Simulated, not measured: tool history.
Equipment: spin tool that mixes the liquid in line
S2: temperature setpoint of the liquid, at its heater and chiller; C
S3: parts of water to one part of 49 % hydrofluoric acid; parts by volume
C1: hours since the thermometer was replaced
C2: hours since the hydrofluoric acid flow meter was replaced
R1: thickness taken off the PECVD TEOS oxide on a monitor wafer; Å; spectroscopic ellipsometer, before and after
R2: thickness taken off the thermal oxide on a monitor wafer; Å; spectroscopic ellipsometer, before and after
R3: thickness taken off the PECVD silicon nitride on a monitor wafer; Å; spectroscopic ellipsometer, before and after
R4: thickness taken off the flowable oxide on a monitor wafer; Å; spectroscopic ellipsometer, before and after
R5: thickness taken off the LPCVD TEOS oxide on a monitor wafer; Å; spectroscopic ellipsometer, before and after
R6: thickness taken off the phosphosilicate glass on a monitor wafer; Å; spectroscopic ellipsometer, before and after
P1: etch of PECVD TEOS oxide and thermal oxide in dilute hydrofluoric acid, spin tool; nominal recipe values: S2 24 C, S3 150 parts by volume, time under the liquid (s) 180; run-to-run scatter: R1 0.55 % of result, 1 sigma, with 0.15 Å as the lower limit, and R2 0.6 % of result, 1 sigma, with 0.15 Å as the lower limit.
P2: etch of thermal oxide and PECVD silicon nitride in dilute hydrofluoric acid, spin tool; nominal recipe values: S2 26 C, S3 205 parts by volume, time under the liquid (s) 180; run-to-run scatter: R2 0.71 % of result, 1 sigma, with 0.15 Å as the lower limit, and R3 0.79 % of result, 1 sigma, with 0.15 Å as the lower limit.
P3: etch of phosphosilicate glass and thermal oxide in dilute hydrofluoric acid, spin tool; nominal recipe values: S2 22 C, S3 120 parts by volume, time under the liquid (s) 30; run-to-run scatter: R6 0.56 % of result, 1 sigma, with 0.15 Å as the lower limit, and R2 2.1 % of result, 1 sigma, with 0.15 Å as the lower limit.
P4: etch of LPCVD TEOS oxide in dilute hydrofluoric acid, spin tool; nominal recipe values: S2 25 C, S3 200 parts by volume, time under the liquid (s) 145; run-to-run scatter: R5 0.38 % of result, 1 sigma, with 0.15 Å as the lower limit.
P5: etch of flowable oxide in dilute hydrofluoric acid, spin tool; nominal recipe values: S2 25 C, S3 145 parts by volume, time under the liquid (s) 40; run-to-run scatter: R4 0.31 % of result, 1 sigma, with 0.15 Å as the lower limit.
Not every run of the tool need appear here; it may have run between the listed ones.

run 1 day=0.3 | process_that_ran=P1 S2=24 S3=150 time_under_the_liquid_(s)=180 | C1=402.7 C2=156.6 | R1=94.544 R2=49.405
run 2 day=0.529 | process_that_ran=P2 S2=21 S3=205 time_under_the_liquid_(s)=180 | C1=408.2 C2=162.1 | R2=33.035 R3=22.73
run 3 day=0.962 | process_that_ran=P1 S2=28 S3=250 time_under_the_liquid_(s)=180 | C1=418.6 C2=172.5 | R1=58.163 R2=30.709
run 4 day=1.425 | process_that_ran=P2 S2=26 S3=205 time_under_the_liquid_(s)=20 | C1=429.7 C2=183.6 | R2=4.3977 R3=3.3289
run 5 day=1.654 | process_that_ran=P1 S2=24 S3=230 time_under_the_liquid_(s)=180 | C1=435.2 C2=189.1 | R1=57.288 R2=29.697
run 6 day=2.008 | process_that_ran=P5 S2=18 S3=145 time_under_the_liquid_(s)=40 | C1=443.7 C2=197.6 | R4=69.777
run 7 day=2.233 | process_that_ran=P1 S2=24 S3=150 time_under_the_liquid_(s)=180 | C1=449.1 C2=203 | R1=94.586 R2=49.915
run 8 day=2.696 | process_that_ran=P4 S2=25 S3=200 time_under_the_liquid_(s)=145 | C1=460.2 C2=214.1 | R5=227.85
run 9 day=2.967 | process_that_ran=P2 S2=26 S3=75 time_under_the_liquid_(s)=180 | C1=466.7 C2=220.6 | R2=127.5 R3=83.286
run 10 day=3.188 | process_that_ran=P3 S2=22 S3=215 time_under_the_liquid_(s)=30 | C1=472 C2=225.9 | R2=5.3294 R6=81.617
run 11 day=3.6 | process_that_ran=P1 S2=24 S3=35 time_under_the_liquid_(s)=180 | C1=481.9 C2=235.8 | R1=467.37 R2=242.77
-- day=3.883 hydrofluoric acid flow meter replaced
run 12 day=4.012 | process_that_ran=P3 S2=22 S3=120 time_under_the_liquid_(s)=30 | C1=491.8 C2=3.1 | R2=11.553 R6=161.62
run 13 day=4.433 | process_that_ran=P5 S2=25 S3=30 time_under_the_liquid_(s)=40 | C1=501.9 C2=13.2 | R4=512.27
run 14 day=4.692 | process_that_ran=P5 S2=25 S3=145 time_under_the_liquid_(s)=40 | C1=508.1 C2=19.4 | R4=91.419
run 15 day=4.996 | process_that_ran=P1 S2=24 S3=150 time_under_the_liquid_(s)=315 | C1=515.4 C2=26.7 | R1=165.68 R2=87.743
run 16 day=5.279 | process_that_ran=P3 S2=27.5 S3=120 time_under_the_liquid_(s)=30 | C1=522.2 C2=33.5 | R2=13.637 R6=198.84
run 17 day=5.646 | process_that_ran=P1 S2=24 S3=150 time_under_the_liquid_(s)=30 | C1=531 C2=42.3 | R1=15.792 R2=8.2117
run 18 day=5.979 | process_that_ran=P2 S2=26 S3=205 time_under_the_liquid_(s)=180 | C1=539 C2=50.3 | R2=39.437 R3=30.893
run 19 day=6.392 | process_that_ran=P4 S2=31.5 S3=200 time_under_the_liquid_(s)=145 | C1=548.9 C2=60.2 | R5=290.98
run 20 day=6.812 | process_that_ran=P4 S2=25 S3=280 time_under_the_liquid_(s)=145 | C1=559 C2=70.3 | R5=151.96
run 21 day=7.129 | process_that_ran=P3 S2=22 S3=120 time_under_the_liquid_(s)=15 | C1=566.6 C2=77.9 | R2=5.3897 R6=80.94
run 22 day=7.529 | process_that_ran=P2 S2=26 S3=205 time_under_the_liquid_(s)=180 | C1=576.2 C2=87.5 | R2=39.925 R3=30.666
run 23 day=7.758 | process_that_ran=P5 S2=25 S3=145 time_under_the_liquid_(s)=65 | C1=581.7 C2=93 | R4=149.73
run 24 day=8.088 | process_that_ran=P1 S2=24 S3=150 time_under_the_liquid_(s)=180 | C1=589.6 C2=100.9 | R1=94.293 R2=49.869
run 25 day=8.521 | process_that_ran=P1 S2=19 S3=150 time_under_the_liquid_(s)=180 | C1=600 C2=111.3 | R1=77.171 R2=41.082
run 26 day=8.854 | process_that_ran=P4 S2=25 S3=200 time_under_the_liquid_(s)=240 | C1=608 C2=119.3 | R5=380.21
run 27 day=9.171 | process_that_ran=P1 S2=24 S3=150 time_under_the_liquid_(s)=180 | C1=615.6 C2=126.9 | R1=95.013 R2=50.256
run 28 day=9.629 | process_that_ran=P1 S2=28 S3=150 time_under_the_liquid_(s)=180 | C1=626.6 C2=137.9 | R1=109.82 R2=56.84
run 29 day=9.975 | process_that_ran=P1 S2=24 S3=150 time_under_the_liquid_(s)=180 | C1=634.9 C2=146.2 | R1=95.279 R2=49.38
run 30 day=10.208 | process_that_ran=P1 S2=24 S3=150 time_under_the_liquid_(s)=180 | C1=640.5 C2=151.8 | R1=93.345 R2=48.783
run 31 day=10.421 | process_that_ran=P1 S2=24 S3=150 time_under_the_liquid_(s)=180 | C1=645.6 C2=156.9 | R1=91.693 R2=49.457
run 32 day=10.854 | process_that_ran=P1 S2=24 S3=150 time_under_the_liquid_(s)=180 | C1=656 C2=167.3 | R1=91.992 R2=47.988
run 33 day=11.067 | process_that_ran=P1 S2=24 S3=150 time_under_the_liquid_(s)=180 | C1=661.1 C2=172.4 | R1=90.406 R2=47.86
run 34 day=11.346 | process_that_ran=P1 S2=24 S3=150 time_under_the_liquid_(s)=180 | C1=667.8 C2=179.1 | R1=89.928 R2=47.728
run 35 day=11.729 | process_that_ran=P1 S2=24 S3=150 time_under_the_liquid_(s)=180 | C1=677 C2=188.3 | R1=91.685 R2=47.377
run 36 day=12.004 | process_that_ran=P1 S2=24 S3=150 time_under_the_liquid_(s)=180 | C1=683.6 C2=194.9 | R1=89.794 R2=47.374
run 37 day=12.238 | process_that_ran=P1 S2=24 S3=150 time_under_the_liquid_(s)=180 | C1=689.2 C2=200.5 | R1=90.352 R2=47.248
run 38 day=12.538 | process_that_ran=P1 S2=24 S3=150 time_under_the_liquid_(s)=180 | C1=696.4 C2=207.7 | R1=90.141 R2=47.37
run 39 day=12.988 | process_that_ran=P1 S2=24 S3=150 time_under_the_liquid_(s)=180 | C1=707.2 C2=218.5 | R1=90.22 R2=47.01
run 40 day=13.425 | process_that_ran=P1 S2=24 S3=150 time_under_the_liquid_(s)=180 | C1=717.7 C2=229 | R1=89.372 R2=47.1

What P1 gives has crept away from where it was. These 2 causes fit the log equally well, each at the size given:
A: liquid colder than its thermometer reads (K) = 1.43
B: hydrofluoric acid flow below the setpoint (%) = 4.57
The drift started at roughly day 9.975.

Consider the 4 check runs below, whose results appear as question marks and each of which averages 2 wafers. Which one distinguishes the causes, in that each cause would give it a clearly different result?
run check 1 day=13.862 | process_that_ran=P3 S2=22 S3=205 time_under_the_liquid_(s)=15 | R2=? R6=?
run check 2 day=13.862 | process_that_ran=P4 S2=25 S3=200 time_under_the_liquid_(s)=230 | R5=?
run check 3 day=13.862 | process_that_ran=P5 S2=18 S3=145 time_under_the_liquid_(s)=40 | R4=?
run check 4 day=13.862 | process_that_ran=P2 S2=26 S3=85 time_under_the_liquid_(s)=100 | R2=? R3=?

Expected result of each check under each candidate cause:
check=check_1 result=R2 if_A=2.8163 if_B=2.8093
check=check_1 result=R6 if_A=40.794 if_B=40.693
check=check_2 result=R5 if_A=346.49 if_B=344.91
check=check_3 result=R4 if_A=65.756 if_B=66.083
check=check_4 result=R2 if_A=58.12 if_B=58.383
check=check_4 result=R3 if_A=37.404 if_B=39.226
Gap, in per cent, between the two causes that each check separates least, read from the result that separates them most: check 1 0.25 %; check 2 0.46 %; check 3 0.5 %; check 4 4.75 %
Check 4 is the one run that separates the causes; every other check would come out nearly the same whichever cause is at work.

Check 4 was carried out, with these results: R2 58.163 Å; R3 39.195 Å. Which of the listed causes is responsible?

The correct cause is B, namely: hydrofluoric acid flow below the setpoint (%).

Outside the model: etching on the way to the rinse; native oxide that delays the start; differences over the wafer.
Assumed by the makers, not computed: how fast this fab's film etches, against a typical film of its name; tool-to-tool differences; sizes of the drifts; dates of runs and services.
